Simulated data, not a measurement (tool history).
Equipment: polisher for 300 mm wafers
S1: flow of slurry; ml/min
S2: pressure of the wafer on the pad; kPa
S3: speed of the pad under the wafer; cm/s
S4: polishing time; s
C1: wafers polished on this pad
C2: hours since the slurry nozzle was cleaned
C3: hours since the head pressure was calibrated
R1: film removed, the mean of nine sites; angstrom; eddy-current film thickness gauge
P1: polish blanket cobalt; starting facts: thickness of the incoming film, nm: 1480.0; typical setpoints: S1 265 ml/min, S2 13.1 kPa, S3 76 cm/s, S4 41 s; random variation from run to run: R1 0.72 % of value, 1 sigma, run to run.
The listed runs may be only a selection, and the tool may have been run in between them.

run  hour   S1    S2  S3  S4   C1     C2     C3       R1
  1   4.1  265  13.1  76  41  177  123.4  639.1  1426.90
  2  10.4  265  13.1  76  41  222  129.7  645.4  1421.00
  3  14.8  265  13.1  76  41  254  134.1  649.8  1412.90
  4  19.0  265  13.1  76  41  284  138.3  654.0  1420.10
  5  25.0  265  13.1  76  41  327  144.3  660.0  1415.70
  6  30.3  265  13.1  46  41  365  149.6  665.3   871.95
  7  35.7  265   7.6  76  41  404  155.0  670.7   824.75
  8  41.9  405  13.1  76  41  448  161.2  676.9  1474.60
  9  45.3  265  17.9  76  41  472  164.6  680.3  1952.90
 10  49.4  340  13.1  94  41  502  168.7  684.4  1817.40
 11  55.7  265  13.1  76  41  547  175.0  690.7  1432.40
 12  61.9  265  13.1  76  24  591  181.2  696.9   830.68
 13  65.4  265  13.1  76  41  616  184.7  700.4  1432.10
 14  70.7  265  13.1  76  55  654  190.0  705.7  1903.10
 15  76.1  160  13.1  76  41  693  195.4  711.1  1334.40
 16  79.7  265  13.1  98  41  719  199.0  714.7  1811.30

Run 17, settings as shown, results not yet in. Your forecast:
 17  83.0  265  13.1  76  41  742  202.3  718.0   ?

Run 17 measured R1 1408.20 angstrom.

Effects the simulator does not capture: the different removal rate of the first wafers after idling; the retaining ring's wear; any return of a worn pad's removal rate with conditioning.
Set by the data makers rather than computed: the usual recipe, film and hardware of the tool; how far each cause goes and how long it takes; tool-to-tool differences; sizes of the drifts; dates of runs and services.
